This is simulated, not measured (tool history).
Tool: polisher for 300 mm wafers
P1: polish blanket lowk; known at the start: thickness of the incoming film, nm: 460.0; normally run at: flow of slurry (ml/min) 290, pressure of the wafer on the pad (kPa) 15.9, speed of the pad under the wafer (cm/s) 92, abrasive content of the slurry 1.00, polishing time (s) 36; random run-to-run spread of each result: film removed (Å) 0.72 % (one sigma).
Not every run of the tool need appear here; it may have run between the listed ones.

run,hour,flow of slurry (ml/min),pressure of the wafer on the pad (kPa),speed of the pad under the wafer (cm/s),abrasive content of the slurry,polishing time (s),wafers polished on this pad,hours since the slurry nozzle was cleaned,hours since the head pressure was calibrated,hours since the slurry blender was calibrated,hours since the conditioning disc was replaced,film removed (Å)
1,11.2,290,15.9,92,1.00,36,259,126.5,357.9,100.5,329.7,194.06
2,24.0,290,15.9,48,1.00,36,432,139.3,370.7,113.3,342.5,115.55
3,34.5,290,15.9,92,1.00,36,574,149.8,381.2,123.8,353.0,192.10
4,46.3,290,15.9,92,1.00,16,734,161.6,393.0,135.6,364.8,85.83
5,56.8,290,24.1,92,1.00,36,876,172.1,403.5,146.1,375.3,294.52
6,63.0,290,15.9,92,0.50,36,960,178.3,409.7,152.3,381.5,132.99
7,70.6,290,15.9,92,1.00,54,1063,185.9,417.3,159.9,389.1,291.00
8,77.9,290,10.3,92,1.00,36,1162,193.2,424.6,167.2,396.4,126.64
9,84.0,290,7.6,92,1.00,44,1244,199.3,430.7,173.3,402.5,113.19
10,91.5,290,15.9,92,1.00,36,1346,206.8,438.2,180.8,410.0,193.25
11,97.7,405,15.9,92,1.40,36,1430,213.0,444.4,187.0,416.2,228.38
12,110.3,290,15.9,146,1.00,36,1600,225.6,457.0,199.6,428.8,277.48
13,119.5,290,15.9,92,1.00,36,1725,234.8,466.2,208.8,438.0,193.54
14,127.5,395,15.9,92,1.00,36,1833,242.8,474.2,216.8,446.0,198.42
15,139.8,290,22.1,92,1.25,36,2000,255.1,486.5,229.1,458.3,295.97
16,148.3,190,15.9,92,1.00,36,2115,263.6,495.0,237.6,466.8,187.25
17,159.6,290,15.9,92,1.00,36,2268,274.9,506.3,248.9,478.1,192.47
18,171.1,290,15.9,92,1.00,36,2423,286.4,517.8,260.4,489.6,192.53
19,180.8,290,15.9,92,1.00,36,2555,296.1,527.5,270.1,499.3,191.87
20,188.8,290,15.9,92,1.25,36,2663,304.1,535.5,278.1,507.3,215.49
21,200.0,290,15.9,92,1.00,36,2815,315.3,546.7,289.3,518.5,194.11
22,210.2,290,15.9,92,1.00,36,2953,325.5,556.9,299.5,528.7,184.56
23,222.8,290,15.9,92,1.00,36,3123,338.1,569.5,312.1,541.3,182.44
# hour 229.9: conditioning disc replaced and pad reconditioned
24,230.8,290,15.9,92,1.00,36,3232,346.1,577.5,320.1,1.0,177.36
25,236.7,290,15.9,92,1.00,36,3312,352.0,583.4,326.0,6.9,179.94
# hour 243.1: slurry nozzle cleaned
26,246.9,290,15.9,92,1.00,36,3450,3.8,593.6,336.2,17.1,177.00
# hour 256.3: worn pad replaced by a new one
27,258.7,290,15.9,92,1.00,36,33,15.6,605.4,348.0,28.9,173.07
28,271.2,290,15.9,92,1.00,36,202,28.1,617.9,360.5,41.4,174.76
29,280.5,290,15.9,92,1.00,36,328,37.4,627.2,369.8,50.7,173.78

What P1 gives has crept away from where it was. These 2 causes fit the log equally well, each at the size given:
A: head's pressure below its setpoint, % = 9.88
B: abrasive missing from the slurry, % = 19.4
Onset of the creep was near hour 200.0.
What rules out each remaining cause:
removal rate lost through wear of the pad, %: its service at hour 256.3 followed the start of the drift and did not put the process back to its old value
slurry flow missing at the pad, %: its service at hour 243.1 followed the start of the drift and did not put the process back to its old value
time polished since the conditioner stopped cutting, s: its service at hour 229.9 followed the start of the drift and did not put the process back to its old value

You are offered 4 check runs, listed below with question marks in place of their results; each one averages 3 wafers. Which run separates the listed causes by giving clearly different results for each?
check 1,289.8,290,15.9,140,1.00,36,,,,,,?
check 2,289.8,290,15.9,92,0.55,36,,,,,,?
check 3,289.8,195,15.9,92,1.00,51,,,,,,?
check 4,289.8,290,22.1,58,1.00,36,,,,,,?

What every check run would give for each of its results, assuming each possible cause in turn:
check,result,if A,if B
check 1,film removed (Å),243.80,243.85
check 2,film removed (Å),127.01,123.09
check 3,film removed (Å),236.14,236.19
check 4,film removed (Å),167.61,167.64
Gap, in per cent, between the two causes that each check separates least, read from the result that separates them most: check 1 0.02 %; check 2 3.14 %; check 3 0.02 %; check 4 0.02 %
The other checks would show nearly matching results whichever cause is true, so check 2 is the only one that separates the causes.

Check 2 has now been run. It gave: film removed (Å) 124.14. Which of the candidate causes is it?

Of the candidate causes, it is B: abrasive missing from the slurry, %.
